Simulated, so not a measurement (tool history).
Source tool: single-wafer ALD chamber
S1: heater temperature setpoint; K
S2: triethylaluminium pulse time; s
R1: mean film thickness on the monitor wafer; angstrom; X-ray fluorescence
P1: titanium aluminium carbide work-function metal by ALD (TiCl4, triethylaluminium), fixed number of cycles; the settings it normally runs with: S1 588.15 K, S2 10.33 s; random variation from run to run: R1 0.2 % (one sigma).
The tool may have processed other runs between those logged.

Run 1, hour 6.1: S1 588.15 K, S2 10.33 s. Result: R1 21.031 angstrom.
Run 2, hour 12.7: S1 563.15 K, S2 10.33 s. Result: R1 18.989 angstrom.
Run 3, hour 18.8: S1 588.15 K, S2 10.33 s. Result: R1 21.092 angstrom.
Run 4, hour 27.6: S1 588.15 K, S2 15.61 s. Result: R1 21.609 angstrom.
At hour 28.9: triethylaluminium bottle replaced.
Run 5, hour 38.2: S1 588.15 K, S2 10.33 s. Result: R1 21.094 angstrom.
Run 6, hour 47.5: S1 588.15 K, S2 10.33 s. Result: R1 21.137 angstrom.
Run 7, hour 55.5: S1 573.15 K, S2 14.09 s. Result: R1 20.229 angstrom.
Run 8, hour 62.3: S1 609.15 K, S2 10.33 s. Result: R1 23.043 angstrom.
Run 9, hour 71.2: S1 588.15 K, S2 10.33 s. Result: R1 21.153 angstrom.
Run 10, hour 80.6: S1 588.15 K, S2 10.33 s. Result: R1 21.102 angstrom.
Run 11, hour 90.8: S1 588.15 K, S2 4.76 s. Result: R1 17.49 angstrom.
Run 12, hour 96: S1 588.15 K, S2 10.33 s. Result: R1 21.106 angstrom.
Run 13, hour 107.4: S1 588.15 K, S2 10.33 s. Result: R1 21.044 angstrom.

Forecast run 14:
Run 14, hour 113.8: S1 588.15 K, S2 10.33 s. Result: R1 ?.

R1: 20.93 angstrom

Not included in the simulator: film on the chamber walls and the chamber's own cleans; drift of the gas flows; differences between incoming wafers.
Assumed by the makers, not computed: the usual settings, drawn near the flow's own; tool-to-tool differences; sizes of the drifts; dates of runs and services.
